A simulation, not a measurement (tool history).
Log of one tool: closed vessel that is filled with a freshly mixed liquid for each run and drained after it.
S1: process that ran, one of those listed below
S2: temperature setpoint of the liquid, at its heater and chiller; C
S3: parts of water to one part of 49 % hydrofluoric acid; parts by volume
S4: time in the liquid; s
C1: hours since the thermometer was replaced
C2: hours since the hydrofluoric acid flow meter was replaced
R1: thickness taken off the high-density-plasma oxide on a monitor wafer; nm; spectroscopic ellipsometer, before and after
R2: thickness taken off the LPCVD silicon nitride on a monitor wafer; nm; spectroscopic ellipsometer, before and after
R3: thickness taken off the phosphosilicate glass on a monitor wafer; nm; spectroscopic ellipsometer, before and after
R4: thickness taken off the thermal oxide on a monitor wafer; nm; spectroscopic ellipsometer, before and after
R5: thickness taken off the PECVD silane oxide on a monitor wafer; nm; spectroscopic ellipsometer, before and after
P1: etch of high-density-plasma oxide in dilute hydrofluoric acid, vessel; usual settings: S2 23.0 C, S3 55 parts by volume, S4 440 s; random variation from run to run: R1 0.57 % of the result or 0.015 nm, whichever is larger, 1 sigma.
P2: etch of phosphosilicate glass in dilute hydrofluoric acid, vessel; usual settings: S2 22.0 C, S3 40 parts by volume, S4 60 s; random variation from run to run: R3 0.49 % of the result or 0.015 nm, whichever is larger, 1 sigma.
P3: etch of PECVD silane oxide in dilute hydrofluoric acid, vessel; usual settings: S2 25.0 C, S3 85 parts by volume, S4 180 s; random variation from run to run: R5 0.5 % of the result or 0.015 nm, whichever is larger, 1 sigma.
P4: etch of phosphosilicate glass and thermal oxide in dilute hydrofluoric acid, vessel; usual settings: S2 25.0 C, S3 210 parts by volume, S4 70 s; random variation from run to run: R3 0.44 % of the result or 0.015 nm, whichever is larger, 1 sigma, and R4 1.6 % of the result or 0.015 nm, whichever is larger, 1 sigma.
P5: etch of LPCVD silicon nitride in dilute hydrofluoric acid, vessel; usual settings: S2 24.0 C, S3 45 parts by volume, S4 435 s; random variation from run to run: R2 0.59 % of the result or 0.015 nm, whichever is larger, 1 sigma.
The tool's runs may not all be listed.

{"run": 1, "hour": 6.1, "S1": "P1", "S2": 23.0, "S3": 55, "S4": 440, "C1": 1330.7, "C2": 196.9, "R1": 42.306}
{"run": 2, "hour": 10.7, "S1": "P5", "S2": 24.0, "S3": 45, "S4": 435, "C1": 1335.3, "C2": 201.5, "R2": 4.8957}
{"run": 3, "hour": 17.6, "S1": "P1", "S2": 23.0, "S3": 55, "S4": 440, "C1": 1342.2, "C2": 208.4, "R1": 42.192}
{"run": 4, "hour": 24.1, "S1": "P1", "S2": 30.0, "S3": 55, "S4": 245, "C1": 1348.7, "C2": 214.9, "R1": 30.864}
{"run": 5, "hour": 31.9, "S1": "P1", "S2": 23.0, "S3": 55, "S4": 665, "C1": 1356.5, "C2": 222.7, "R1": 63.527}
{"run": 6, "hour": 38.0, "S1": "P4", "S2": 25.0, "S3": 210, "S4": 105, "C1": 1362.6, "C2": 228.8, "R3": 46.212, "R4": 2.2311}
{"run": 7, "hour": 41.8, "S1": "P2", "S2": 17.0, "S3": 40, "S4": 60, "C1": 1366.4, "C2": 232.6, "R3": 104.17}
{"run": 8, "hour": 48.9, "S1": "P5", "S2": 24.0, "S3": 30, "S4": 435, "C1": 1373.5, "C2": 239.7, "R2": 7.2744}
{"run": 9, "hour": 57.1, "S1": "P1", "S2": 23.0, "S3": 55, "S4": 440, "C1": 1381.7, "C2": 247.9, "R1": 42.196}
{"run": 10, "hour": 62.1, "S1": "P3", "S2": 18.5, "S3": 85, "S4": 180, "C1": 1386.7, "C2": 252.9, "R5": 46.303}
{"run": 11, "hour": 69.2, "S1": "P1", "S2": 23.0, "S3": 55, "S4": 440, "C1": 1393.8, "C2": 260.0, "R1": 42.44}
{"run": 12, "hour": 76.0, "S1": "P4", "S2": 33.0, "S3": 210, "S4": 70, "C1": 1400.6, "C2": 266.8, "R3": 40.995, "R4": 1.9423}
{"run": 13, "hour": 80.8, "S1": "P1", "S2": 23.0, "S3": 20, "S4": 440, "C1": 1405.4, "C2": 271.6, "R1": 121.88}
{"run": 14, "hour": 86.3, "S1": "P4", "S2": 25.0, "S3": 40, "S4": 70, "C1": 1410.9, "C2": 277.1, "R3": 200.55, "R4": 9.2784}
{"run": 15, "hour": 90.1, "S1": "P2", "S2": 22.0, "S3": 40, "S4": 30, "C1": 1414.7, "C2": 280.9, "R3": 65.337}
{"run": 16, "hour": 95.8, "S1": "P1", "S2": 23.0, "S3": 55, "S4": 440, "C1": 1420.4, "C2": 286.6, "R1": 42.566}
{"run": 17, "hour": 104.3, "S1": "P1", "S2": 23.0, "S3": 75, "S4": 440, "C1": 1428.9, "C2": 295.1, "R1": 30.365}
{"run": 18, "hour": 109.7, "S1": "P5", "S2": 32.0, "S3": 45, "S4": 435, "C1": 1434.3, "C2": 300.5, "R2": 8.2746}
{"run": 19, "hour": 117.9, "S1": "P1", "S2": 31.0, "S3": 55, "S4": 440, "C1": 1442.5, "C2": 308.7, "R1": 58.571}
{"run": 20, "hour": 126.3, "S1": "P1", "S2": 23.0, "S3": 55, "S4": 440, "C1": 1450.9, "C2": 317.1, "R1": 42.3}
{"run": 21, "hour": 131.3, "S1": "P5", "S2": 24.0, "S3": 45, "S4": 625, "C1": 1455.9, "C2": 322.1, "R2": 7.0792}
{"run": 22, "hour": 139.2, "S1": "P3", "S2": 25.0, "S3": 85, "S4": 180, "C1": 1463.8, "C2": 330.0, "R5": 60.676}
{"run": 23, "hour": 146.5, "S1": "P4", "S2": 25.0, "S3": 210, "S4": 70, "C1": 1471.1, "C2": 337.3, "R3": 30.89, "R4": 1.4901}
{"run": 24, "hour": 151.3, "S1": "P2", "S2": 22.0, "S3": 65, "S4": 60, "C1": 1475.9, "C2": 342.1, "R3": 77.188}
{"run": 25, "hour": 155.6, "S1": "P1", "S2": 19.5, "S3": 55, "S4": 440, "C1": 1480.2, "C2": 346.4, "R1": 36.588}
{"run": 26, "hour": 161.5, "S1": "P2", "S2": 22.0, "S3": 40, "S4": 60, "C1": 1486.1, "C2": 352.3, "R3": 129.47}
{"run": 27, "hour": 169.7, "S1": "P1", "S2": 23.0, "S3": 55, "S4": 440, "C1": 1494.3, "C2": 360.5, "R1": 42.116}
{"run": 28, "hour": 176.9, "S1": "P3", "S2": 25.0, "S3": 85, "S4": 60, "C1": 1501.5, "C2": 367.7, "R5": 20.284}
{"run": 29, "hour": 183.5, "S1": "P1", "S2": 23.0, "S3": 55, "S4": 110, "C1": 1508.1, "C2": 374.3, "R1": 10.512}
{"run": 30, "hour": 187.6, "S1": "P1", "S2": 23.0, "S3": 80, "S4": 720, "C1": 1512.2, "C2": 378.4, "R1": 46.294}
{"run": 31, "hour": 195.8, "S1": "P5", "S2": 24.0, "S3": 45, "S4": 435, "C1": 1520.4, "C2": 386.6, "R2": 4.9146}
{"run": 32, "hour": 200.8, "S1": "P3", "S2": 25.0, "S3": 115, "S4": 180, "C1": 1525.4, "C2": 391.6, "R5": 42.894}
{"run": 33, "hour": 205.1, "S1": "P1", "S2": 23.0, "S3": 55, "S4": 440, "C1": 1529.7, "C2": 395.9, "R1": 42.391}
{"run": 34, "hour": 213.3, "S1": "P1", "S2": 23.0, "S3": 55, "S4": 440, "C1": 1537.9, "C2": 404.1, "R1": 44.393}
{"run": 35, "hour": 220.5, "S1": "P1", "S2": 23.0, "S3": 55, "S4": 440, "C1": 1545.1, "C2": 411.3, "R1": 45.642}
{"run": 36, "hour": 226.2, "S1": "P1", "S2": 23.0, "S3": 55, "S4": 440, "C1": 1550.8, "C2": 417.0, "R1": 46.002}
{"run": 37, "hour": 230.0, "S1": "P1", "S2": 23.0, "S3": 55, "S4": 440, "C1": 1554.6, "C2": 420.8, "R1": 45.577}
{"run": 38, "hour": 238.2, "S1": "P1", "S2": 23.0, "S3": 55, "S4": 440, "C1": 1562.8, "C2": 429.0, "R1": 46.041}
{"run": 39, "hour": 245.6, "S1": "P1", "S2": 23.0, "S3": 55, "S4": 440, "C1": 1570.2, "C2": 436.4, "R1": 46.405}

What P1 gives has crept away from where it was. These 2 causes fit the log equally well, each at the size given:
A: hydrofluoric acid flow above the setpoint (%) = 9.46
B: liquid hotter than its thermometer reads (K) = 2.36
The creep began at about hour 205.1.

4 check runs are offered, one wafer each, their results left as question marks. Which one tells the causes apart?
{"run": "check 1", "hour": 253.0, "S1": "P3", "S2": 19.0, "S3": 85, "S4": 180, "R5": "?"}
{"run": "check 2", "hour": 253.0, "S1": "P5", "S2": 30.0, "S3": 45, "S4": 435, "R2": "?"}
{"run": "check 3", "hour": 253.0, "S1": "P4", "S2": 31.0, "S3": 40, "S4": 70, "R3": "?", "R4": "?"}
{"run": "check 4", "hour": 253.0, "S1": "P2", "S2": 22.0, "S3": 60, "S4": 60, "R3": "?"}

What each check would give under each cause:
check=check_1 result=R5 if_A=52.398 if_B=52.348
check=check_2 result=R2 if_A=7.9984 if_B=8.5123
check=check_3 result=R3 if_A=280.170 if_B=279.040
check=check_3 result=R4 if_A=13.3660 if_B=13.3110
check=check_4 result=R3 if_A=93.012 if_B=93.017
How far apart the two closest causes lie, in the result that separates them most: check 1 0.1 %; check 2 6.23 %; check 3 0.41 %; check 4 0 %
Check 2 tells the causes apart: in the others they would give nearly the same result.

Check 2 was then run and gave: R2 7.9741 nm. Which cause is it?

It is A: hydrofluoric acid flow above the setpoint (%).

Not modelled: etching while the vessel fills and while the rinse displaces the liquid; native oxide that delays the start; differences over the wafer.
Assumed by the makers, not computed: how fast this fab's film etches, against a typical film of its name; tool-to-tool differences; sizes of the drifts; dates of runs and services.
